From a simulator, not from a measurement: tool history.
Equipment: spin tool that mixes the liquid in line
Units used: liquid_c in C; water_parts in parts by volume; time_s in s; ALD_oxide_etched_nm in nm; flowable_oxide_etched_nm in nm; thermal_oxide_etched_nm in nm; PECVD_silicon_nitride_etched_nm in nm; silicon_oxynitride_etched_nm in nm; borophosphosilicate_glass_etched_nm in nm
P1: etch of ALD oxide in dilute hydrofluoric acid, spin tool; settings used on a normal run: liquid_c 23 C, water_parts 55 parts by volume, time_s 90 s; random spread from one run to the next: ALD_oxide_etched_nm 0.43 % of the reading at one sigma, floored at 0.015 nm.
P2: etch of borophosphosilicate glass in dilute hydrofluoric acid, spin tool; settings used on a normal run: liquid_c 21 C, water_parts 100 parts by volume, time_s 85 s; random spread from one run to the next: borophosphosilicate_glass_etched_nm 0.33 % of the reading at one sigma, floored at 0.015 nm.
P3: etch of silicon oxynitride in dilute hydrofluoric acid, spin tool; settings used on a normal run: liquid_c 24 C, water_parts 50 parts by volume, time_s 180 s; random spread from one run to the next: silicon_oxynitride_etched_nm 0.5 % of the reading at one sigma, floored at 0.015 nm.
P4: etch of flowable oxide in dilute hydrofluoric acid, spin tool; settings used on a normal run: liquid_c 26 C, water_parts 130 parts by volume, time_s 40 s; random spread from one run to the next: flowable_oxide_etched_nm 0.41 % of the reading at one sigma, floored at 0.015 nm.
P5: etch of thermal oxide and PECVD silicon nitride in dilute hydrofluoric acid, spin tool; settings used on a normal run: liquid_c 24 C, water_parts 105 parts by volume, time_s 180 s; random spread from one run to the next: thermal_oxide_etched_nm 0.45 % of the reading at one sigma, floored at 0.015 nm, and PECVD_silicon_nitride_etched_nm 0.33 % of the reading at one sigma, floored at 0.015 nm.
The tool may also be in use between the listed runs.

run	hour	process	liquid_c	water_parts	time_s	hours since the thermometer was replaced	hours since the hydrofluoric acid flow meter was replaced	ALD_oxide_etched_nm	flowable_oxide_etched_nm	thermal_oxide_etched_nm	PECVD_silicon_nitride_etched_nm	silicon_oxynitride_etched_nm	borophosphosilicate_glass_etched_nm
1	5.2	P1	23	55	90	166.2	221.3	23.951					
2	13.3	P4	26	130	40	174.3	229.4		11.409				
3	19.4	P5	19.5	105	180	180.4	235.5			6.4921	7.0798		
4	23.9	P1	23	55	35	184.9	240	9.2691					
5	31.3	P3	24	50	180	192.3	247.4					10.586	
6	38.1	P4	26	130	15	199.1	254.2		4.2592				
7	46.2	P1	23	55	90	207.2	262.3	23.863					
8	51.5	P1	23	85	90	212.5	267.6	14.972					
9	58.5	P3	19.5	50	180	219.5	274.6					8.5309	
10	64.1	P4	29.5	130	40	225.1	280.2		12.774				
11	68.8	P5	24	105	345	229.8	284.9			14.924	18.362		
12	75.1	P1	26.5	55	130	236.1	291.2	40.041					
13	79.6	P2	21	100	85	240.6	295.7						37.735
14	83.7	P1	23	25	90	244.7	299.8	54.835					
15	89.8	P5	24	20	180	250.8	305.9			45.691	48.387		
16	94.2	P4	26	60	40	255.2	310.3		26.798				
17	102.5	P2	21	100	15	263.5	318.6						6.6733
18	108.3	P1	28	55	90	269.3	324.4	29.222					
19	115.6	P1	23	95	145	276.6	331.7	21.101					
20	122.9	P5	24	105	180	283.9	339			7.7919	9.5638		
21	127.8	P1	18.5	55	90	288.8	343.9	19.809					
22	136	P3	24	50	60	297	352.1					3.588	
23	141.1	P2	21	40	85	302.1	357.2						100.98
24	148.6	P1	23	55	175	309.6	364.7	46.583					
25	154.1	P1	23	55	90	315.1	370.2	23.937					
26	162.3	P2	21	100	85	323.3	378.4						37.836
27	167.5	P2	26	100	85	328.5	383.6						45.904
28	172.2	P3	24	50	180	333.2	388.3					10.669	
29	178.9	P3	24	85	180	339.9	395					6.1547	
30	185.2	P1	23	55	90	346.2	401.3	23.843					
31	192.8	P1	23	55	90	353.8	408.9	23.926					
32	201.5	P1	23	55	90	362.5	417.6	23.798					
33	205.7	P1	23	55	90	366.7	421.8	25.015					
34	213.4	P1	23	55	90	374.4	429.5	25.928					
35	219.3	P1	23	55	90	380.3	435.4	26.12					
36	223.5	P1	23	55	90	384.5	439.6	26.206					
37	230	P1	23	55	90	391	446.1	26.327					
38	237.7	P1	23	55	90	398.7	453.8	26.343					

What P1 gives has crept off from where it sat before. The 2 causes that follow fit the log equally well, each at the size noted:
A: hydrofluoric acid flow above the setpoint (%) = 9.77
B: liquid hotter than its thermometer reads (K) = 2.44
The creep began at about hour 201.5.

4 check runs are offered, one wafer each, their results left as question marks. Which one tells the causes apart?
check 1	245.4	P3	24	85	85							?	
check 2	245.4	P5	24	65	180					?	?		
check 3	245.4	P2	21	100	15								?
check 4	245.4	P4	26	80	40				?				

What every check run would give for each of its results, assuming each possible cause in turn:
check	result	if A	if B
check 1	silicon_oxynitride_etched_nm	3.1822	3.232
check 2	thermal_oxide_etched_nm	14.696	14.658
check 2	PECVD_silicon_nitride_etched_nm	16.848	18.074
check 3	borophosphosilicate_glass_etched_nm	7.3857	7.3473
check 4	flowable_oxide_etched_nm	21.651	21.493
Per-check spread between the two closest causes, in the result where they differ most: check 1 1.55 %; check 2 7.02 %; check 3 0.52 %; check 4 0.73 %
The other checks would show nearly matching results whichever cause is true, so check 2 is the only one that separates the causes.

With check 2 done, the readings were: thermal_oxide_etched_nm 14.585 nm; PECVD_silicon_nitride_etched_nm 18.013 nm. Identify which of the listed causes applies.

Of the candidate causes, it is B: liquid hotter than its thermometer reads (K).
